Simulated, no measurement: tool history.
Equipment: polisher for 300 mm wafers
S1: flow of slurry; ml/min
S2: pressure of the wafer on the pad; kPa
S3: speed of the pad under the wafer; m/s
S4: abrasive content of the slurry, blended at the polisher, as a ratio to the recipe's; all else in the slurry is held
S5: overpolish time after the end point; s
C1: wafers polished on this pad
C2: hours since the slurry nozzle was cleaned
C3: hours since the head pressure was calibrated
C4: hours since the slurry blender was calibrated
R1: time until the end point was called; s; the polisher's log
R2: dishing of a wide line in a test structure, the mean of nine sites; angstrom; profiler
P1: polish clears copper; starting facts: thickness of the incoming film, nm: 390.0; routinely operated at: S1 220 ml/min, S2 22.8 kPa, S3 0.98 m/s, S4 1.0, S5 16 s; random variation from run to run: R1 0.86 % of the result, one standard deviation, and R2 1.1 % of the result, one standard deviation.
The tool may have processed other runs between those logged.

run,hour,S1,S2,S3,S4,S5,C1,C2,C3,C4,R1,R2
1,10.3,220,22.8,0.98,1.0,16,390,132.8,401.3,38.6,100.240,228.11
2,26.0,220,22.8,0.98,1.0,16,477,148.5,417.0,54.3,99.303,228.66
3,38.0,220,11.0,0.98,1.0,16,543,160.5,429.0,66.3,204.900,154.28
4,47.2,220,22.8,0.98,0.6,16,594,169.7,438.2,75.5,111.610,220.19
5,61.3,220,22.8,0.98,1.0,16,672,183.8,452.3,89.6,99.614,228.65
# hour 66.7: worn pad replaced by a new one
6,72.1,220,22.8,0.98,1.4,16,30,194.6,463.1,100.4,94.043,230.76
7,83.8,220,22.8,0.98,1.0,27,94,206.3,474.8,112.1,100.510,263.07
# hour 93.2: slurry blender recalibrated
8,101.8,220,22.8,0.98,1.0,5,194,224.3,492.8,8.7,98.745,117.97
9,111.8,220,22.8,0.52,1.0,16,249,234.3,502.8,18.7,187.370,165.87
10,126.1,220,22.8,1.54,1.0,16,328,248.6,517.1,33.0,63.209,252.41
11,139.2,220,34.5,0.98,1.0,16,401,261.7,530.2,46.1,64.796,260.12
12,157.0,220,22.8,0.98,1.0,16,499,279.5,548.0,63.9,100.700,227.94
13,169.8,220,15.9,0.70,1.0,16,570,292.3,560.8,76.7,197.490,160.40
14,178.4,130,22.8,0.98,1.0,16,617,300.9,569.4,85.3,108.810,219.47
15,190.8,220,22.8,0.98,1.0,16,686,313.3,581.8,97.7,98.741,231.35
16,205.5,330,22.8,0.98,1.0,16,767,328.0,596.5,112.4,95.358,229.04
17,217.0,220,22.8,0.98,1.0,16,831,339.5,608.0,123.9,99.450,226.47
18,228.0,220,22.8,0.98,1.0,16,891,350.5,619.0,134.9,103.090,229.64
19,246.2,220,22.8,0.98,1.0,16,992,368.7,637.2,153.1,102.570,224.01
20,259.8,220,22.8,0.98,1.0,16,1067,382.3,650.8,166.7,104.670,228.07
21,275.0,220,22.8,0.98,1.0,16,1151,397.5,666.0,181.9,104.750,222.86
22,292.6,220,22.8,0.98,1.0,16,1248,415.1,683.6,199.5,105.880,224.68
23,305.2,220,22.8,0.98,1.0,16,1318,427.7,696.2,212.1,106.620,223.23
24,314.9,220,22.8,0.98,1.0,16,1372,437.4,705.9,221.8,105.820,223.99
25,331.1,220,22.8,0.98,1.0,16,1461,453.6,722.1,238.0,105.830,222.93

Estimate the outcome of run 26 from the log above:
# hour 334.0: worn pad replaced by a new one
# hour 337.0: head pressure recalibrated
26,343.3,220,22.8,0.98,1.0,16,51,465.8,6.3,250.2,?,?

{"run 26": {"R1": 105.61, "R2": 218.0}}

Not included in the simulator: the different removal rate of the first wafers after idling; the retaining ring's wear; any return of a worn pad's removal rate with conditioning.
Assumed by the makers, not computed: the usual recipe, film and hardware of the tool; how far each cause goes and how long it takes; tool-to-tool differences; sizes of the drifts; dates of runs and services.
